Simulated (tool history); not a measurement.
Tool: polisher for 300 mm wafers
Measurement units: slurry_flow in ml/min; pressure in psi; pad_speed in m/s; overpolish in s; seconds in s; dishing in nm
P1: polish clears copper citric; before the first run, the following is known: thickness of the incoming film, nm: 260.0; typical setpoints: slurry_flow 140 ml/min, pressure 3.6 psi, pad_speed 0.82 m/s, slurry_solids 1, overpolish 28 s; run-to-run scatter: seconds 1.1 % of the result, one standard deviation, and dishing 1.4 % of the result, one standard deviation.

run 1 hour=6.1 | slurry_flow=140 pressure=3.6 pad_speed=0.82 slurry_solids=1 overpolish=28 | seconds=132.23 dishing=36.343
run 2 hour=13.3 | slurry_flow=85 pressure=3.6 pad_speed=0.82 slurry_solids=1 overpolish=28 | seconds=145.05 dishing=32.758
run 3 hour=21 | slurry_flow=140 pressure=3.6 pad_speed=0.82 slurry_solids=1 overpolish=28 | seconds=130.56 dishing=35.979
run 4 hour=31.1 | slurry_flow=140 pressure=3.6 pad_speed=0.82 slurry_solids=1.25 overpolish=28 | seconds=124.64 dishing=36.437
run 5 hour=41.2 | slurry_flow=140 pressure=5.1 pad_speed=0.82 slurry_solids=1 overpolish=42 | seconds=91.435 dishing=62.311
run 6 hour=47.4 | slurry_flow=210 pressure=3.6 pad_speed=0.82 slurry_solids=1 overpolish=28 | seconds=125.3 dishing=37.682
run 7 hour=56.1 | slurry_flow=140 pressure=3.6 pad_speed=0.82 slurry_solids=1 overpolish=56 | seconds=129.59 dishing=58.28
run 8 hour=61.7 | slurry_flow=140 pressure=3.6 pad_speed=0.82 slurry_solids=1 overpolish=28 | seconds=131.51 dishing=35.358
run 9 hour=71.6 | slurry_flow=140 pressure=2.2 pad_speed=0.82 slurry_solids=1 overpolish=28 | seconds=214.57 dishing=23.957
run 10 hour=79.2 | slurry_flow=140 pressure=3.6 pad_speed=0.46 slurry_solids=1 overpolish=28 | seconds=226.21 dishing=22.647
run 11 hour=88.8 | slurry_flow=140 pressure=5.2 pad_speed=0.82 slurry_solids=1 overpolish=28 | seconds=90.516 dishing=47.666
run 12 hour=94.7 | slurry_flow=140 pressure=3.6 pad_speed=1.28 slurry_solids=1 overpolish=28 | seconds=83.665 dishing=49.198
run 13 hour=106.2 | slurry_flow=140 pressure=3.6 pad_speed=0.82 slurry_solids=1 overpolish=28 | seconds=130.57 dishing=35.975
run 14 hour=116.5 | slurry_flow=140 pressure=3.6 pad_speed=0.82 slurry_solids=1 overpolish=28 | seconds=131.51 dishing=36.62
run 15 hour=126.1 | slurry_flow=140 pressure=3.6 pad_speed=0.82 slurry_solids=1 overpolish=8 | seconds=128.27 dishing=12.297
run 16 hour=134.8 | slurry_flow=140 pressure=3.6 pad_speed=0.82 slurry_solids=0.6 overpolish=28 | seconds=143.69 dishing=33.075
run 17 hour=146.2 | slurry_flow=140 pressure=3.6 pad_speed=0.82 slurry_solids=1 overpolish=28 | seconds=131.81 dishing=35.15
run 18 hour=154 | slurry_flow=140 pressure=3.6 pad_speed=0.82 slurry_solids=1 overpolish=28 | seconds=131.7 dishing=34.964
run 19 hour=166.1 | slurry_flow=140 pressure=3.6 pad_speed=0.82 slurry_solids=1 overpolish=28 | seconds=137.98 dishing=34.432
run 20 hour=175.2 | slurry_flow=140 pressure=3.6 pad_speed=0.82 slurry_solids=1 overpolish=28 | seconds=136.01 dishing=34.592
run 21 hour=185.1 | slurry_flow=140 pressure=3.6 pad_speed=0.82 slurry_solids=1 overpolish=28 | seconds=137.6 dishing=35.203
-- hour=190.4 head pressure recalibrated
-- hour=192.5 worn pad replaced by a new one
run 22 hour=193.5 | slurry_flow=140 pressure=3.6 pad_speed=0.82 slurry_solids=1 overpolish=28 | seconds=139.55 dishing=33.9
run 23 hour=204.8 | slurry_flow=140 pressure=3.6 pad_speed=0.82 slurry_solids=1 overpolish=28 | seconds=144.04 dishing=33.481
run 24 hour=211.2 | slurry_flow=140 pressure=3.6 pad_speed=0.82 slurry_solids=1 overpolish=28 | seconds=139.13 dishing=34.035

What P1 gives has crept away from where it was. These 2 causes fit the log equally well, each at the size given:
A: slurry flow missing at the pad, % = 27.7
B: abrasive missing from the slurry, % = 28.3
The creep began at about hour 146.2.
Excluded causes, each with its reason:
removal rate lost through wear of the pad, %: serviced at hour 192.5, which brought nothing back
head's pressure below its setpoint, %: serviced at hour 190.4, which brought nothing back

The list below offers 4 check runs, each averaging the results of 5 wafers, and shows each result as a question mark. For which of them would the listed causes give clearly different results?
run check 1 hour=217.6 | slurry_flow=140 pressure=3.6 pad_speed=0.82 slurry_solids=0.65 overpolish=40 | seconds=? dishing=?
run check 2 hour=217.6 | slurry_flow=140 pressure=3.6 pad_speed=0.5 slurry_solids=1 overpolish=8 | seconds=? dishing=?
run check 3 hour=217.6 | slurry_flow=140 pressure=3.6 pad_speed=0.58 slurry_solids=1 overpolish=28 | seconds=? dishing=?
run check 4 hour=217.6 | slurry_flow=85 pressure=2.6 pad_speed=0.82 slurry_solids=1 overpolish=28 | seconds=? dishing=?

How each check would come out, cause by cause:
check=check_1 result=seconds if_A=153.19 if_B=152.6
check=check_1 result=dishing if_A=41.591 if_B=41.708
check=check_2 result=seconds if_A=226.09 if_B=226.07
check=check_2 result=dishing if_A=7.2459 if_B=7.2467
check=check_3 result=seconds if_A=195.98 if_B=195.95
check=check_3 result=dishing if_A=25.913 if_B=25.915
check=check_4 result=seconds if_A=224.26 if_B=215.86
check=check_4 result=dishing if_A=22.918 if_B=23.675
Distance between the nearest two causes, measured in the result of the check that separates them most: check 1 0.39 %; check 2 0.01 %; check 3 0.01 %; check 4 3.82 %
Only in check 4 would the causes give clearly different results; in the remaining checks their results would be nearly the same.

Check 4 was carried out, with these results: seconds 215.18 s; dishing 23.586 nm. Which of the listed causes is responsible?

It is B: abrasive missing from the slurry, %.
